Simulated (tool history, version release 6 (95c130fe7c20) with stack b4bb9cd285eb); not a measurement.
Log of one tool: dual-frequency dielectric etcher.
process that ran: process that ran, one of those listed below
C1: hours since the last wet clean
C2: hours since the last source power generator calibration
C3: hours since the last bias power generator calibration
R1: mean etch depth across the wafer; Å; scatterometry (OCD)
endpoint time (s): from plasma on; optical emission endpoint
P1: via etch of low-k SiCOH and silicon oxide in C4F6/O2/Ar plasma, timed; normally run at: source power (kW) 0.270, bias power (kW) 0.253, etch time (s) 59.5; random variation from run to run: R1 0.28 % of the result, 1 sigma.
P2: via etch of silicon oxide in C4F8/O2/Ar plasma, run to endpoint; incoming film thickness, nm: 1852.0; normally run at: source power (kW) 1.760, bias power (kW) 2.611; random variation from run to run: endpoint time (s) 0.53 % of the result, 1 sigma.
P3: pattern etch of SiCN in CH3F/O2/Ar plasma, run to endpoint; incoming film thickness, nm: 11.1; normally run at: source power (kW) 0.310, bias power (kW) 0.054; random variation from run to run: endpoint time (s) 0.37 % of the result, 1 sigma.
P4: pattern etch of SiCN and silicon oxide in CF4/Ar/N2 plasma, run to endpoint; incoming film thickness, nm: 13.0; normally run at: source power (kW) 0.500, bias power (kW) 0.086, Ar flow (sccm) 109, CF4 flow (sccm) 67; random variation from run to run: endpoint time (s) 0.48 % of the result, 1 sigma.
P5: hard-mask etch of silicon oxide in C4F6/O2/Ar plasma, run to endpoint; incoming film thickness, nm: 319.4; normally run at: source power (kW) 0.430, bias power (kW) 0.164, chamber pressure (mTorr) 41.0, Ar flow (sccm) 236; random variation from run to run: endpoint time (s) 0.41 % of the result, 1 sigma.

run 1 hour=15.6 | process_that_ran=P1 source_power_(kW)=0.270 bias_power_(kW)=0.253 etch_time_(s)=59.5 | C1=208.9 C2=1341.4 C3=1173.4 | R1=1465.20
run 2 hour=27.2 | process_that_ran=P4 source_power_(kW)=0.500 bias_power_(kW)=0.086 Ar_flow_(sccm)=86 CF4_flow_(sccm)=67 | C1=220.5 C2=1353.0 C3=1185.0 | endpoint_time_(s)=12.894
run 3 hour=45.1 | process_that_ran=P3 source_power_(kW)=0.310 bias_power_(kW)=0.054 | C1=238.4 C2=1370.9 C3=1202.9 | endpoint_time_(s)=36.246
run 4 hour=62.8 | process_that_ran=P4 source_power_(kW)=0.500 bias_power_(kW)=0.086 Ar_flow_(sccm)=109 CF4_flow_(sccm)=67 | C1=256.1 C2=1388.6 C3=1220.6 | endpoint_time_(s)=13.254
run 5 hour=75.8 | process_that_ran=P1 source_power_(kW)=0.270 bias_power_(kW)=0.151 etch_time_(s)=59.5 | C1=269.1 C2=1401.6 C3=1233.6 | R1=1231.30
run 6 hour=93.4 | process_that_ran=P5 source_power_(kW)=0.430 bias_power_(kW)=0.164 Ar_flow_(sccm)=283 chamber_pressure_(mTorr)=41.0 | C1=286.7 C2=1419.2 C3=1251.2 | endpoint_time_(s)=103.560
run 7 hour=107.0 | process_that_ran=P1 source_power_(kW)=0.270 bias_power_(kW)=0.326 etch_time_(s)=87.5 | C1=300.3 C2=1432.8 C3=1264.8 | R1=2364.20
run 8 hour=115.8 | process_that_ran=P1 source_power_(kW)=0.190 bias_power_(kW)=0.253 etch_time_(s)=59.5 | C1=309.1 C2=1441.6 C3=1273.6 | R1=1288.00
run 9 hour=127.6 | process_that_ran=P1 source_power_(kW)=0.270 bias_power_(kW)=0.359 etch_time_(s)=59.5 | C1=320.9 C2=1453.4 C3=1285.4 | R1=1653.10
run 10 hour=141.0 | process_that_ran=P1 source_power_(kW)=0.270 bias_power_(kW)=0.253 etch_time_(s)=59.5 | C1=334.3 C2=1466.8 C3=1298.8 | R1=1466.20
run 11 hour=157.8 | process_that_ran=P1 source_power_(kW)=0.330 bias_power_(kW)=0.253 etch_time_(s)=59.5 | C1=351.1 C2=1483.6 C3=1315.6 | R1=1577.00
run 12 hour=173.0 | process_that_ran=P1 source_power_(kW)=0.270 bias_power_(kW)=0.253 etch_time_(s)=59.5 | C1=366.3 C2=1498.8 C3=1330.8 | R1=1463.90
run 13 hour=181.5 | process_that_ran=P2 source_power_(kW)=1.760 bias_power_(kW)=3.235 | C1=374.8 C2=1507.3 C3=1339.3 | endpoint_time_(s)=339.740
run 14 hour=196.6 | process_that_ran=P3 source_power_(kW)=0.310 bias_power_(kW)=0.054 | C1=389.9 C2=1522.4 C3=1354.4 | endpoint_time_(s)=36.352
run 15 hour=208.3 | process_that_ran=P1 source_power_(kW)=0.270 bias_power_(kW)=0.253 etch_time_(s)=89.0 | C1=401.6 C2=1534.1 C3=1366.1 | R1=2197.70
run 16 hour=225.3 | process_that_ran=P4 source_power_(kW)=0.500 bias_power_(kW)=0.051 Ar_flow_(sccm)=109 CF4_flow_(sccm)=67 | C1=418.6 C2=1551.1 C3=1383.1 | endpoint_time_(s)=15.722
run 17 hour=234.0 | process_that_ran=P1 source_power_(kW)=0.270 bias_power_(kW)=0.302 etch_time_(s)=42.5 | C1=427.3 C2=1559.8 C3=1391.8 | R1=1118.00
-- hour=241.8 bias power generator calibrated
run 18 hour=246.2 | process_that_ran=P5 source_power_(kW)=0.430 bias_power_(kW)=0.164 Ar_flow_(sccm)=236 chamber_pressure_(mTorr)=41.0 | C1=439.5 C2=1572.0 C3=4.4 | endpoint_time_(s)=100.960
run 19 hour=259.6 | process_that_ran=P5 source_power_(kW)=0.430 bias_power_(kW)=0.131 Ar_flow_(sccm)=236 chamber_pressure_(mTorr)=41.0 | C1=452.9 C2=1585.4 C3=17.8 | endpoint_time_(s)=109.230
run 20 hour=267.8 | process_that_ran=P4 source_power_(kW)=0.500 bias_power_(kW)=0.086 Ar_flow_(sccm)=109 CF4_flow_(sccm)=50 | C1=461.1 C2=1593.6 C3=26.0 | endpoint_time_(s)=13.860
run 21 hour=285.9 | process_that_ran=P5 source_power_(kW)=0.570 bias_power_(kW)=0.164 Ar_flow_(sccm)=236 chamber_pressure_(mTorr)=41.0 | C1=479.2 C2=1611.7 C3=44.1 | endpoint_time_(s)=90.705
-- hour=295.8 wet clean of the chamber
run 22 hour=299.9 | process_that_ran=P2 source_power_(kW)=1.170 bias_power_(kW)=2.611 | C1=4.2 C2=1625.7 C3=58.1 | endpoint_time_(s)=433.960
run 23 hour=315.4 | process_that_ran=P3 source_power_(kW)=0.310 bias_power_(kW)=0.069 | C1=19.7 C2=1641.2 C3=73.6 | endpoint_time_(s)=33.036
run 24 hour=328.2 | process_that_ran=P4 source_power_(kW)=0.380 bias_power_(kW)=0.086 Ar_flow_(sccm)=109 CF4_flow_(sccm)=67 | C1=32.5 C2=1654.0 C3=86.4 | endpoint_time_(s)=16.920
run 25 hour=343.4 | process_that_ran=P1 source_power_(kW)=0.270 bias_power_(kW)=0.353 etch_time_(s)=34.0 | C1=47.7 C2=1669.2 C3=101.6 | R1=944.67
run 26 hour=352.1 | process_that_ran=P2 source_power_(kW)=1.760 bias_power_(kW)=2.611 | C1=56.4 C2=1677.9 C3=110.3 | endpoint_time_(s)=366.590
run 27 hour=369.2 | process_that_ran=P1 source_power_(kW)=0.270 bias_power_(kW)=0.253 etch_time_(s)=34.0 | C1=73.5 C2=1695.0 C3=127.4 | R1=834.59
run 28 hour=384.2 | process_that_ran=P1 source_power_(kW)=0.270 bias_power_(kW)=0.253 etch_time_(s)=59.5 | C1=88.5 C2=1710.0 C3=142.4 | R1=1468.50
run 29 hour=392.6 | process_that_ran=P3 source_power_(kW)=0.420 bias_power_(kW)=0.054 | C1=96.9 C2=1718.4 C3=150.8 | endpoint_time_(s)=32.141
run 30 hour=402.6 | process_that_ran=P1 source_power_(kW)=0.270 bias_power_(kW)=0.253 etch_time_(s)=59.5 | C1=106.9 C2=1728.4 C3=160.8 | R1=1468.80
run 31 hour=412.0 | process_that_ran=P5 source_power_(kW)=0.430 bias_power_(kW)=0.164 Ar_flow_(sccm)=236 chamber_pressure_(mTorr)=29.5 | C1=116.3 C2=1737.8 C3=170.2 | endpoint_time_(s)=97.862
run 32 hour=429.7 | process_that_ran=P1 source_power_(kW)=0.270 bias_power_(kW)=0.253 etch_time_(s)=59.5 | C1=134.0 C2=1755.5 C3=187.9 | R1=1457.80
run 33 hour=444.9 | process_that_ran=P1 source_power_(kW)=0.270 bias_power_(kW)=0.253 etch_time_(s)=59.5 | C1=149.2 C2=1770.7 C3=203.1 | R1=1466.60
run 34 hour=455.9 | process_that_ran=P1 source_power_(kW)=0.270 bias_power_(kW)=0.253 etch_time_(s)=59.5 | C1=160.2 C2=1781.7 C3=214.1 | R1=1453.20
run 35 hour=470.7 | process_that_ran=P1 source_power_(kW)=0.270 bias_power_(kW)=0.253 etch_time_(s)=59.5 | C1=175.0 C2=1796.5 C3=228.9 | R1=1443.70
-- hour=482.0 wet clean of the chamber
run 36 hour=488.8 | process_that_ran=P1 source_power_(kW)=0.270 bias_power_(kW)=0.253 etch_time_(s)=59.5 | C1=6.8 C2=1814.6 C3=247.0 | R1=1444.60
run 37 hour=498.8 | process_that_ran=P1 source_power_(kW)=0.270 bias_power_(kW)=0.253 etch_time_(s)=59.5 | C1=16.8 C2=1824.6 C3=257.0 | R1=1442.80
run 38 hour=510.0 | process_that_ran=P1 source_power_(kW)=0.270 bias_power_(kW)=0.253 etch_time_(s)=59.5 | C1=28.0 C2=1835.8 C3=268.2 | R1=1440.90
run 39 hour=524.4 | process_that_ran=P1 source_power_(kW)=0.270 bias_power_(kW)=0.253 etch_time_(s)=59.5 | C1=42.4 C2=1850.2 C3=282.6 | R1=1445.50
run 40 hour=534.0 | process_that_ran=P1 source_power_(kW)=0.270 bias_power_(kW)=0.253 etch_time_(s)=59.5 | C1=52.0 C2=1859.8 C3=292.2 | R1=1450.60

What P1 gives has crept away from where it was. These 2 causes fit the log equally well, each at the size given:
A: source power that arrives under what is set, % = 3.69
B: bias power that arrives under what is set, % = 4.03
The creep began at about hour 444.9.
Why every other cause is out:
chamber walls in a state that lowers the etch rate, %: serviced at hour 482.0, which brought nothing back

4 check runs are offered, each on 3 wafers whose results are averaged, their results left as question marks. Which one tells the causes apart?
run check 1 hour=543.6 | process_that_ran=P3 source_power_(kW)=0.380 bias_power_(kW)=0.065 | endpoint_time_(s)=?
run check 2 hour=543.6 | process_that_ran=P5 source_power_(kW)=0.430 bias_power_(kW)=0.164 Ar_flow_(sccm)=236 chamber_pressure_(mTorr)=33.5 | endpoint_time_(s)=?
run check 3 hour=543.6 | process_that_ran=P4 source_power_(kW)=0.500 bias_power_(kW)=0.056 Ar_flow_(sccm)=109 CF4_flow_(sccm)=67 | endpoint_time_(s)=?
run check 4 hour=543.6 | process_that_ran=P2 source_power_(kW)=1.760 bias_power_(kW)=3.100 | endpoint_time_(s)=?

What each check would give under each cause:
check=check_1 result=endpoint_time_(s) if_A=31.888 if_B=31.888
check=check_2 result=endpoint_time_(s) if_A=100.380 if_B=100.160
check=check_3 result=endpoint_time_(s) if_A=15.834 if_B=15.518
check=check_4 result=endpoint_time_(s) if_A=353.030 if_B=352.440
How far apart the two closest causes lie, in the result that separates them most: check 1 0 %; check 2 0.22 %; check 3 2.02 %; check 4 0.17 %
Only check 3 tells the causes apart: in the others they would give nearly the same result.

Then check 3 was run and gave: endpoint time (s) 15.849. Which cause is it?

It is A: source power that arrives under what is set, %.
